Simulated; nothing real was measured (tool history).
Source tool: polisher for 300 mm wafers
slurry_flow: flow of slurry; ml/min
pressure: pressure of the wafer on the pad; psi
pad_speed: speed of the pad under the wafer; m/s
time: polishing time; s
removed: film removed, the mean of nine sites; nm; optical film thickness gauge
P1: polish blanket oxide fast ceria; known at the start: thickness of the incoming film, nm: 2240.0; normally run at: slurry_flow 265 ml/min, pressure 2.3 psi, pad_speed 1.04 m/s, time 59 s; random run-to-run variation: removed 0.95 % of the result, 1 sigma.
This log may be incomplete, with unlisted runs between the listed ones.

| run | hour | slurry_flow | pressure | pad_speed | time | removed |
|---|---|---|---|---|---|---|
| 1 | 10.4 | 265 | 2.3 | 1.04 | 59 | 884.38 |
| 2 | 22.7 | 160 | 2.3 | 1.04 | 59 | 821.93 |
| 3 | 34.2 | 370 | 2.3 | 1.04 | 59 | 907.74 |
| 4 | 49.4 | 265 | 2.3 | 1.04 | 59 | 872.93 |
| 5 | 57.9 | 265 | 2.3 | 1.04 | 59 | 874.58 |
|  | 63.1 | slurry nozzle cleaned |
| 6 | 67.3 | 265 | 1.0 | 1.04 | 59 | 375.44 |
| 7 | 81.5 | 265 | 2.3 | 1.58 | 59 | 1339.30 |
| 8 | 90.8 | 265 | 2.3 | 1.04 | 59 | 884.45 |
| 9 | 106.5 | 395 | 2.9 | 1.04 | 59 | 1141.40 |
| 10 | 115.4 | 265 | 2.3 | 1.04 | 91 | 1342.90 |
| 11 | 129.2 | 265 | 1.7 | 1.04 | 83 | 918.54 |
| 12 | 139.2 | 265 | 2.3 | 1.04 | 59 | 890.84 |
| 13 | 149.1 | 265 | 2.3 | 1.04 | 34 | 505.31 |
| 14 | 161.3 | 265 | 3.0 | 1.04 | 59 | 1129.70 |
| 15 | 172.1 | 265 | 2.3 | 1.60 | 78 | 1775.70 |
| 16 | 184.7 | 265 | 2.3 | 0.60 | 59 | 505.19 |
| 17 | 195.8 | 265 | 2.3 | 1.04 | 59 | 877.99 |
| 18 | 207.3 | 265 | 2.3 | 1.04 | 59 | 859.87 |
| 19 | 223.1 | 265 | 2.3 | 1.04 | 59 | 849.61 |
| 20 | 233.1 | 265 | 2.3 | 1.04 | 59 | 827.74 |
|  | 240.1 | head pressure recalibrated |
| 21 | 243.0 | 265 | 2.3 | 1.04 | 59 | 832.39 |
| 22 | 255.0 | 265 | 2.3 | 1.04 | 59 | 823.64 |
| 23 | 266.6 | 265 | 2.3 | 1.04 | 59 | 818.60 |
| 24 | 283.4 | 265 | 2.3 | 1.04 | 59 | 834.90 |

Something has made what P1 gives creep away from where it was; the 2 causes below, each at its own stated size, fit the log equally well:
A: slurry flow missing at the pad, % = 39
B: removal rate lost through wear of the pad, % = 6.21
The onset of the drift is placed at about hour 195.8.
Each remaining cause and why it is not a fit:
head's pressure below its setpoint, %: serviced at hour 240.1, which brought nothing back

Below are 4 check runs, each averaged over 5 wafers, with their results shown as question marks. Which of them would give clearly different results depending on which cause is behind the drift?
| check 1 | 300.2 | 265 | 2.3 | 0.64 | 59 | ? |
| check 2 | 300.2 | 265 | 1.0 | 1.04 | 59 | ? |
| check 3 | 300.2 | 165 | 2.3 | 1.04 | 91 | ? |
| check 4 | 300.2 | 265 | 2.3 | 1.46 | 59 | ? |

What each check would give under each cause:
| check | result | if A | if B |
|---|---|---|---|
| check 1 | removed | 508.24 | 508.31 |
| check 2 | removed | 359.08 | 359.13 |
| check 3 | removed | 1156.80 | 1198.70 |
| check 4 | removed | 1159.40 | 1159.60 |
Smallest distance between any two causes, each pair judged by its most separating result, in per cent: check 1 0.02 %; check 2 0.02 %; check 3 3.55 %; check 4 0.02 %
Of the check runs offered, only check 3 discriminates between the causes; the rest would read about the same regardless of which cause applies.

With check 3 done, the readings were: removed 1203.50 nm. Identify which of the listed causes applies.

It was cause B: removal rate lost through wear of the pad, %.

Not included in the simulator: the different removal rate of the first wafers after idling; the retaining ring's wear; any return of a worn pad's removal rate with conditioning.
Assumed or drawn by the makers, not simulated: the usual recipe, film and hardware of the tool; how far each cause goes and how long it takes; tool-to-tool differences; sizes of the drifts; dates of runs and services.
